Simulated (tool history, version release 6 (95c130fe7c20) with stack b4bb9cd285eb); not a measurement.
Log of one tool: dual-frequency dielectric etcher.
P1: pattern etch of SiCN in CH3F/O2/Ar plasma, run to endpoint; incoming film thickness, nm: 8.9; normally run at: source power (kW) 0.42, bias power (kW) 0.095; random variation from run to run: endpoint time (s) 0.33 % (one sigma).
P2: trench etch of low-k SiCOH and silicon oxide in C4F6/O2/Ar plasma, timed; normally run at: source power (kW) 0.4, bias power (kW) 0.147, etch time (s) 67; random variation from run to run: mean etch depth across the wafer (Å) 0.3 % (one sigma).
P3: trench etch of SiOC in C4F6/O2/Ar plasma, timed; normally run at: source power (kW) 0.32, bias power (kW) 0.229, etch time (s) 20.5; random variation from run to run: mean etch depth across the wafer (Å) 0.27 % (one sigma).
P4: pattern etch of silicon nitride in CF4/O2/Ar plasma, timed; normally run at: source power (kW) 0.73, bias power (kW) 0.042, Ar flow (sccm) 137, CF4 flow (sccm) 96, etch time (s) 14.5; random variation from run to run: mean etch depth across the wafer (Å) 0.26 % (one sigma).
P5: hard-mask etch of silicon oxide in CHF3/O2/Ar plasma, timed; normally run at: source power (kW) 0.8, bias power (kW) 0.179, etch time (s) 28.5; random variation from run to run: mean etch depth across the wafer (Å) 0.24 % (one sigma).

run     day  process that ran  source power (kW)  bias power (kW)  Ar flow (sccm)  CF4 flow (sccm)  etch time (s)  hours since the last wet clean  hours since the last source power generator calibration  hours since the last bias power generator calibration  endpoint time (s)  mean etch depth across the wafer (Å)
  1   0.521                P1               0.42            0.095                                                                           241.1                                                   2420.5                                                 2971.7             21.124
  2   1.329                P4               0.94            0.042             137               96           14.5                           260.5                                                   2439.9                                                 2991.1                                                   427.64
  3   1.733                P4               0.73            0.042             137              117           14.5                           270.2                                                   2449.6                                                 3000.8                                                   355.23
  4   2.192                P1               0.42            0.074                                                                           281.2                                                   2460.6                                                 3011.8             23.112
  5   2.788                P1               0.42            0.095                                                                           295.5                                                   2474.9                                                 3026.1             21.031
  6   3.183                P4               0.73            0.042             137               96           14.5                             305                                                   2484.4                                                 3035.6                                                   344.45
  7   3.867                P2                0.4            0.147                                              67                           321.4                                                   2500.8                                                   3052                                                   1971.4
  8   4.525                P1               0.42            0.117                                                                           337.2                                                   2516.6                                                 3067.8             19.641
      4.958  -- wet clean of the chamber
  9   5.083                P3               0.43            0.229                                            20.5                               3                                                     2530                                                 3081.2                                                   470.74
 10   5.838                P5                0.8            0.179                                            28.5                            21.1                                                   2548.1                                                 3099.3                                                   634.41
 11   6.433                P3               0.32            0.229                                            11.5                            35.4                                                   2562.4                                                 3113.6                                                   233.93
 12   7.129                P1               0.42            0.095                                                                            52.1                                                   2579.1                                                 3130.3             21.095
 13   7.929                P3               0.32            0.229                                            20.5                            71.3                                                   2598.3                                                 3149.5                                                   419.39
 14   8.738                P1               0.53            0.068                                                                            90.7                                                   2617.7                                                 3168.9             22.009
 15     9.3                P4               0.73            0.051             137               96           14.5                           104.2                                                   2631.2                                                 3182.4                                                   370.89
      9.333  -- bias power generator calibrated
 16   9.733                P1               0.57            0.095                                                                           114.6                                                   2641.6                                                    9.6             18.924
 17  10.292                P1               0.42            0.095                                                                             128                                                     2655                                                     23             21.219
 18  11.062                P1               0.27            0.095                                                                           146.5                                                   2673.5                                                   41.5             24.982
 19  11.725                P3               0.32            0.162                                            20.5                           162.4                                                   2689.4                                                   57.4                                                    374.2
 20  12.292                P2                0.4            0.147                                            97.5                             176                                                     2703                                                     71                                                   2876.5
 21  12.808                P5                0.8            0.113                                            28.5                           188.4                                                   2715.4                                                   83.4                                                   549.38
 22  13.588                P4               0.73            0.042             137               96           14.5                           207.1                                                   2734.1                                                  102.1                                                   343.28
 23  14.179                P5               1.06            0.179                                            28.5                           221.3                                                   2748.3                                                  116.3                                                   707.79
 24  14.638                P4               0.73            0.042             137               96             10                           232.3                                                   2759.3                                                  127.3                                                   237.45
 25  15.217                P2                0.4            0.192                                              67                           246.2                                                   2773.2                                                  141.2                                                   2155.1
 26  16.033                P2               0.56            0.147                                              67                           265.8                                                   2792.8                                                  160.8                                                   2264.3
 27  16.821                P5                0.8            0.179                                              36                           284.7                                                   2811.7                                                  179.7                                                   800.23
 28  17.204                P2                0.4            0.147                                              67                           293.9                                                   2820.9                                                  188.9                                                   1979.4
 29   17.65                P4               0.73            0.042             173               96           14.5                           304.6                                                   2831.6                                                  199.6                                                   333.25
 30  18.125                P5                0.8            0.179                                            28.5                             316                                                     2843                                                    211                                                   634.71
 31  18.767                P1               0.42            0.095                                                                           331.4                                                   2858.4                                                  226.4             21.041
 32  19.121                P1               0.42            0.095                                                                           339.9                                                   2866.9                                                  234.9             21.163
 33   19.55                P1               0.42            0.095                                                                           350.2                                                   2877.2                                                  245.2             21.185
 34  20.192                P1               0.42            0.095                                                                           365.6                                                   2892.6                                                  260.6             21.415
 35  20.867                P1               0.42            0.095                                                                           381.8                                                   2908.8                                                  276.8             21.419
     21.379  -- wet clean of the chamber
 36  21.408                P1               0.42            0.095                                                                             0.8                                                   2921.8                                                  289.8             21.437
 37  22.067                P1               0.42            0.095                                                                            16.6                                                   2937.6                                                  305.6             21.404
 38  22.471                P1               0.42            0.095                                                                            26.3                                                   2947.3                                                  315.3             21.372
 39  23.246                P1               0.42            0.095                                                                            44.9                                                   2965.9                                                  333.9             21.388
 40  23.875                P1               0.42            0.095                                                                              60                                                     2981                                                    349             21.398
 41  24.429                P1               0.42            0.095                                                                            73.3                                                   2994.3                                                  362.3             21.309

What P1 gives has crept away from where it was. These 2 causes fit the log equally well, each at the size given:
A: bias power that arrives under what is set, % = 4.4
B: source power that arrives under what is set, % = 4.41
The creep began at about day 18.767.
Why every other cause is out:
chamber walls in a state that lowers the etch rate, %: serviced at day 21.379, which brought nothing back

4 check runs are offered, one wafer each, their results left as question marks. Which one tells the causes apart?
check 1  24.983                P4               0.92            0.042             137               96           14.5                                                                                                                                                                                                        ?
check 2  24.983                P3               0.37            0.229                                            11.5                                                                                                                                                                                                        ?
check 3  24.983                P2               0.55            0.147                                              67                                                                                                                                                                                                        ?
check 4  24.983                P5                0.8            0.121                                            28.5                                                                                                                                                                                                        ?

What each check would give under each cause:
  check                                result    if A    if B
check 1  mean etch depth across the wafer (Å)   414.9  405.34
check 2  mean etch depth across the wafer (Å)  244.53  243.97
check 3  mean etch depth across the wafer (Å)  2215.4  2204.9
check 4  mean etch depth across the wafer (Å)   552.5   550.1
How far apart the two closest causes lie, in the result that separates them most: check 1 2.33 %; check 2 0.23 %; check 3 0.48 %; check 4 0.44 %
Only check 1 tells the causes apart: in the others they would give nearly the same result.

Then check 1 was run and gave: mean etch depth across the wafer (Å) 405.99. Which cause is it?

It is B: source power that arrives under what is set, %.
